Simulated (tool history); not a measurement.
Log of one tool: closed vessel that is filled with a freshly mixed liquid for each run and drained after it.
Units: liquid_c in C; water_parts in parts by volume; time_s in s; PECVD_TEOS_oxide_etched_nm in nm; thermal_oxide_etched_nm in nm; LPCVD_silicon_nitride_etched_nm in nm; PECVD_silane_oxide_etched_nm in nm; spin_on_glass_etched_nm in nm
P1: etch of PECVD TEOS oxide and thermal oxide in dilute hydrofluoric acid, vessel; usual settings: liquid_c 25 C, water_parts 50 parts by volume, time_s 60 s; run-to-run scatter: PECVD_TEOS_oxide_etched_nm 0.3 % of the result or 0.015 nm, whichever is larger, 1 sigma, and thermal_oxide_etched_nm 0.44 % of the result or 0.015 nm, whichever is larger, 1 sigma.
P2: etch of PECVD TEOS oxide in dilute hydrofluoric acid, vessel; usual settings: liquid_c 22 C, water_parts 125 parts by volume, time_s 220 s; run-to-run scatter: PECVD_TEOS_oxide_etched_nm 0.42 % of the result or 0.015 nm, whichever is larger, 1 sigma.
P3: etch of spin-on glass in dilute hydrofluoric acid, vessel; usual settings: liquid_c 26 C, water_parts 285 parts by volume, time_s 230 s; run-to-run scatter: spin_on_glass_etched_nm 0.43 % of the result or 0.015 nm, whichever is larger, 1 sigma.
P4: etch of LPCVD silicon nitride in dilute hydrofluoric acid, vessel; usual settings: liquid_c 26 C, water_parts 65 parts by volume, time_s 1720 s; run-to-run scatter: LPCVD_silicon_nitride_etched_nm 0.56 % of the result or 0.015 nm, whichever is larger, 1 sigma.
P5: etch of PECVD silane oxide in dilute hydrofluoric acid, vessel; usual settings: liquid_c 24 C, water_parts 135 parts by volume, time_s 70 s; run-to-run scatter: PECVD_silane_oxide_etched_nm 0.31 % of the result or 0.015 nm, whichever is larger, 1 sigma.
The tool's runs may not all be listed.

run   hour  process  liquid_c  water_parts  time_s  hours since the thermometer was replaced  hours since the hydrofluoric acid flow meter was replaced  PECVD_TEOS_oxide_etched_nm  thermal_oxide_etched_nm  LPCVD_silicon_nitride_etched_nm  PECVD_silane_oxide_etched_nm  spin_on_glass_etched_nm
  1    2.3       P1        25           50      60                                    1215.5                                                     1111.9                      30.506                   6.2088
  2    4.5       P1        25           50      60                                    1217.7                                                     1114.1                       30.52                   6.1742
  3    6.6       P4        30           65    1720                                    1219.8                                                     1116.2                                                                                19.901
  4   10.4       P1        25           50      60                                    1223.6                                                       1120                      30.336                   6.1376
  5   14.8       P5        24          135      70                                      1228                                                     1124.4                                                                                                              11.088
  6     19       P1        25           70      30                                    1232.2                                                     1128.6                      10.607                   2.1591
  7   23.1       P3        26           55     230                                    1236.3                                                     1132.7                                                                                                                                       202.08
  8     26       P2        17          125     220                                    1239.2                                                     1135.6                      14.827
  9   27.9       P4        26           20    1720                                    1241.1                                                     1137.5                                                                                48.361
 10   30.4       P1        25           50      60                                    1243.6                                                       1140                      30.536                   6.1181
 11   33.2       P2        22          125      90                                    1246.4                                                     1142.8                      7.3408
 12   36.4       P3        26          285     230                                    1249.6                                                       1146                                                                                                                                       29.577
 13   40.3       P4        26           65    1720                                    1253.5                                                     1149.9                                                                                15.216
 14   44.4       P1        22           20      60                                    1257.6                                                       1154                      70.391                   14.055
 15   48.8       P2        22           60     220                                      1262                                                     1158.4                      40.402
 16   52.2       P3        26          285      75                                    1265.4                                                     1161.8                                                                                                                                       9.6308
 17   56.2       P1        25           50      30                                    1269.4                                                     1165.8                      15.245                   3.0584
 18   59.3       P2        22          125     220                                    1272.5                                                     1168.9                      17.991
 19   61.6       P5        19          135      70                                    1274.8                                                     1171.2                                                                                                              9.1094
 20   65.8       P1        25           50     115                                      1279                                                     1175.4                      58.593                   11.742
 21   68.4       P1        33           50      60                                    1281.6                                                       1178                        41.9                   8.4423
 22   71.4       P4        26           65     150                                    1284.6                                                       1181                                                                                1.3226
 23   75.7       P1        25           90      60                                    1288.9                                                     1185.3                      16.046                   3.2311
 24   80.1       P3        26          285     230                                    1293.3                                                     1189.7                                                                                                                                       29.563
 25   83.6       P3      19.5          285     230                                    1296.8                                                     1193.2                                                                                                                                       23.535
 26   85.8       P1        25           30      60                                      1299                                                     1195.4                      52.227                     10.6
 27   88.6       P5        24           70      70                                    1301.8                                                     1198.2                                                                                                               23.42
 28   92.3       P2        22          125     220                                    1305.5                                                     1201.9                      17.934
 29   95.4       P1        25           50      60                                    1308.6                                                       1205                        30.5                   6.1726
 30   97.5       P5        24          135      40                                    1310.7                                                     1207.1                                                                                                              6.3932
 31  100.8       P1      19.5           50      60                                      1314                                                     1210.4                      24.243                   4.9206
 32  104.5       P1        25           50      60                                    1317.7                                                     1214.1                      30.364                   6.1356
 33  106.7       P1        25           50      60                                    1319.9                                                     1216.3                      29.768                   5.9876
 34  108.6       P1        25           50      60                                    1321.8                                                     1218.2                       29.33                   5.9622
 35  110.8       P1        25           50      60                                      1324                                                     1220.4                      29.176                     5.87
 36  114.5       P1        25           50      60                                    1327.7                                                     1224.1                      28.887                   5.7724
 37  117.3       P1        25           50      60                                    1330.5                                                     1226.9                      28.589                   5.8565
 38  120.5       P1        25           50      60                                    1333.7                                                     1230.1                       28.66                   5.8155
 39  123.6       P1        25           50      60                                    1336.8                                                     1233.2                      28.499                   5.8206

What P1 gives has crept away from where it was. These 2 causes fit the log equally well, each at the size given:
A: hydrofluoric acid flow below the setpoint (%) = 5.6
B: liquid colder than its thermometer reads (K) = 1.51
The creep began at about hour 104.5.

4 check runs are offered, one wafer each, their results left as question marks. Which one tells the causes apart?
check 1  126.7       P5        24           85      70                                                                                                                                                                                                                        ?
check 2  126.7       P4        26           20     435                                                                                                                                                                                          ?
check 3  126.7       P2        18          125     115                                                                                                                                ?
check 4  126.7       P3        26           80     145                                                                                                                                                                                                                                                 ?

What each check would give under each cause:
  check                           result    if A    if B
check 1     PECVD_silane_oxide_etched_nm  17.672  17.725
check 2  LPCVD_silicon_nitride_etched_nm  11.574  11.038
check 3       PECVD_TEOS_oxide_etched_nm  7.5214   7.541
check 4          spin_on_glass_etched_nm  79.143  79.452
How far apart the two closest causes lie, in the result that separates them most: check 1 0.3 %; check 2 4.74 %; check 3 0.26 %; check 4 0.39 %
Check 2 tells the causes apart: in the others they would give nearly the same result.

Then check 2 was run and gave: LPCVD_silicon_nitride_etched_nm 11.589 nm. Which cause is it?

It is A: hydrofluoric acid flow below the setpoint (%).
